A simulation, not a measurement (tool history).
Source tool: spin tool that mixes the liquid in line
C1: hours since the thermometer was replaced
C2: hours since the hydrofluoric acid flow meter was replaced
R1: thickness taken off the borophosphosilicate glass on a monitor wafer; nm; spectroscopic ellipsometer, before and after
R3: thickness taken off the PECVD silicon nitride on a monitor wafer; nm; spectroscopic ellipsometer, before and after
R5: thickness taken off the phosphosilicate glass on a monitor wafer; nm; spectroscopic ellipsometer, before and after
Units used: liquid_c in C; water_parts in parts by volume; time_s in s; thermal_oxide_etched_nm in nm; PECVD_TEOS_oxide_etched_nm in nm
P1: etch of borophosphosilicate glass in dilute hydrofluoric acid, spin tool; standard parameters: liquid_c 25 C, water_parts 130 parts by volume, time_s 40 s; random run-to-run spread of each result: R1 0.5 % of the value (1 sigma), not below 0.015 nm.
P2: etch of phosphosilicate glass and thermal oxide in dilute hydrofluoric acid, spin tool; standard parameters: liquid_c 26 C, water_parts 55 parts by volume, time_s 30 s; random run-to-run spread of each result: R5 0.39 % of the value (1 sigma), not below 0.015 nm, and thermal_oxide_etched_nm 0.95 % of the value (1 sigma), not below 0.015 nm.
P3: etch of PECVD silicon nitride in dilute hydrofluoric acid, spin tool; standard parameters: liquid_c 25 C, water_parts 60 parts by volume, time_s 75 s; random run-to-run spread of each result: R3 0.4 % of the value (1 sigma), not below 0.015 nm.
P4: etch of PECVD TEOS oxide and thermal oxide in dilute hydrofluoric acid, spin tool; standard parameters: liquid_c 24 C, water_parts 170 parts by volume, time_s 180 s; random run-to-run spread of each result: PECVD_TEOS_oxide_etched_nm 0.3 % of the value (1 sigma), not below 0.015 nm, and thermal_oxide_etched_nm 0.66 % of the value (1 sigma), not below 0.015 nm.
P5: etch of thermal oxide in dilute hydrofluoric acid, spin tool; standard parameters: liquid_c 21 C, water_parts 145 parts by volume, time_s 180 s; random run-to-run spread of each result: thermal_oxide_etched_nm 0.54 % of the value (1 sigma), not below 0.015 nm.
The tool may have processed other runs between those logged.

{"run": 1, "day": 0.575, "process": "P1", "liquid_c": 25, "water_parts": 130, "time_s": 40, "C1": 231.5, "C2": 756.2, "R1": 8.627}
{"run": 2, "day": 0.846, "process": "P1", "liquid_c": 25, "water_parts": 130, "time_s": 40, "C1": 238, "C2": 762.7, "R1": 8.6379}
{"run": 3, "day": 1.154, "process": "P5", "liquid_c": 21, "water_parts": 145, "time_s": 40, "C1": 245.4, "C2": 770.1, "thermal_oxide_etched_nm": 1.0214}
{"run": 4, "day": 1.558, "process": "P3", "liquid_c": 25, "water_parts": 20, "time_s": 75, "C1": 255.1, "C2": 779.8, "R3": 20.326}
{"run": 5, "day": 1.992, "process": "P4", "liquid_c": 24, "water_parts": 170, "time_s": 180, "C1": 265.5, "C2": 790.2, "thermal_oxide_etched_nm": 4.4968, "PECVD_TEOS_oxide_etched_nm": 25.501}
{"run": 6, "day": 2.471, "process": "P2", "liquid_c": 26, "water_parts": 55, "time_s": 30, "C1": 277, "C2": 801.7, "thermal_oxide_etched_nm": 2.9255, "R5": 126.97}
{"run": 7, "day": 2.754, "process": "P1", "liquid_c": 25, "water_parts": 130, "time_s": 40, "C1": 283.8, "C2": 808.5, "R1": 8.6901}
{"run": 8, "day": 3.342, "process": "P1", "liquid_c": 33.5, "water_parts": 130, "time_s": 40, "C1": 297.9, "C2": 822.6, "R1": 11.814}
{"run": 9, "day": 3.821, "process": "P1", "liquid_c": 17, "water_parts": 130, "time_s": 40, "C1": 309.4, "C2": 834.1, "R1": 6.2862}
{"run": 10, "day": 4.338, "process": "P3", "liquid_c": 33.5, "water_parts": 60, "time_s": 75, "C1": 321.8, "C2": 846.5, "R3": 12.066}
{"run": 11, "day": 4.921, "process": "P4", "liquid_c": 32, "water_parts": 170, "time_s": 180, "C1": 335.8, "C2": 860.5, "thermal_oxide_etched_nm": 6.0119, "PECVD_TEOS_oxide_etched_nm": 34.095}
{"run": 12, "day": 5.388, "process": "P2", "liquid_c": 26, "water_parts": 20, "time_s": 30, "C1": 347, "C2": 871.7, "thermal_oxide_etched_nm": 8.5038, "R5": 366.94}
{"run": 13, "day": 5.683, "process": "P3", "liquid_c": 25, "water_parts": 60, "time_s": 75, "C1": 354.1, "C2": 878.8, "R3": 6.9962}
{"run": 14, "day": 6.246, "process": "P5", "liquid_c": 21, "water_parts": 245, "time_s": 180, "C1": 367.6, "C2": 892.3, "thermal_oxide_etched_nm": 2.4713}
{"run": 15, "day": 6.654, "process": "P1", "liquid_c": 30, "water_parts": 190, "time_s": 40, "C1": 377.4, "C2": 902.1, "R1": 6.5831}
{"run": 16, "day": 7.133, "process": "P4", "liquid_c": 24, "water_parts": 170, "time_s": 355, "C1": 388.9, "C2": 913.6, "thermal_oxide_etched_nm": 8.8327, "PECVD_TEOS_oxide_etched_nm": 50.426}
{"run": 17, "day": 7.4, "process": "P1", "liquid_c": 25, "water_parts": 230, "time_s": 40, "C1": 395.3, "C2": 920, "R1": 4.4052}
{"run": 18, "day": 7.717, "process": "P1", "liquid_c": 25, "water_parts": 40, "time_s": 40, "C1": 402.9, "C2": 927.6, "R1": 31.573}
{"run": 19, "day": 8.038, "process": "P1", "liquid_c": 31.5, "water_parts": 130, "time_s": 75, "C1": 410.6, "C2": 935.3, "R1": 20.737}
{"run": 20, "day": 8.354, "process": "P1", "liquid_c": 25, "water_parts": 130, "time_s": 65, "C1": 418.2, "C2": 942.9, "R1": 13.945}
{"run": 21, "day": 8.758, "process": "P1", "liquid_c": 25, "water_parts": 130, "time_s": 15, "C1": 427.9, "C2": 952.6, "R1": 3.2251}
{"run": 22, "day": 9.158, "process": "P5", "liquid_c": 21, "water_parts": 145, "time_s": 180, "C1": 437.5, "C2": 962.2, "thermal_oxide_etched_nm": 4.6004}
{"run": 23, "day": 9.442, "process": "P2", "liquid_c": 26, "water_parts": 55, "time_s": 15, "C1": 444.3, "C2": 969, "thermal_oxide_etched_nm": 1.4501, "R5": 63.678}
{"run": 24, "day": 9.958, "process": "P4", "liquid_c": 24, "water_parts": 170, "time_s": 180, "C1": 456.7, "C2": 981.4, "thermal_oxide_etched_nm": 4.5264, "PECVD_TEOS_oxide_etched_nm": 25.661}
{"run": 25, "day": 10.508, "process": "P4", "liquid_c": 24, "water_parts": 85, "time_s": 180, "C1": 469.9, "C2": 994.6, "thermal_oxide_etched_nm": 10.013, "PECVD_TEOS_oxide_etched_nm": 56.633}
{"run": 26, "day": 10.792, "process": "P2", "liquid_c": 26, "water_parts": 55, "time_s": 30, "C1": 476.7, "C2": 1001.4, "thermal_oxide_etched_nm": 2.8979, "R5": 126.79}
{"run": 27, "day": 11.358, "process": "P3", "liquid_c": 25, "water_parts": 60, "time_s": 15, "C1": 490.3, "C2": 1015, "R3": 1.3859}
{"day": 11.458, "done": "thermometer replaced"}
{"run": 28, "day": 11.862, "process": "P1", "liquid_c": 25, "water_parts": 130, "time_s": 40, "C1": 9.7, "C2": 1027.1, "R1": 8.5783}
{"run": 29, "day": 12.446, "process": "P5", "liquid_c": 17, "water_parts": 145, "time_s": 180, "C1": 23.7, "C2": 1041.1, "thermal_oxide_etched_nm": 3.9784}
{"run": 30, "day": 13.004, "process": "P1", "liquid_c": 25, "water_parts": 130, "time_s": 40, "C1": 37.1, "C2": 1054.5, "R1": 8.7087}
{"run": 31, "day": 13.583, "process": "P2", "liquid_c": 34, "water_parts": 55, "time_s": 30, "C1": 51, "C2": 1068.4, "thermal_oxide_etched_nm": 4.0073, "R5": 174.75}

The next listed run, before its measurement:
{"run": 32, "day": 14.108, "process": "P1", "liquid_c": 25, "water_parts": 130, "time_s": 40, "C1": 63.6, "C2": 1081, "R1": "?"}

R1: 8.6215 nm
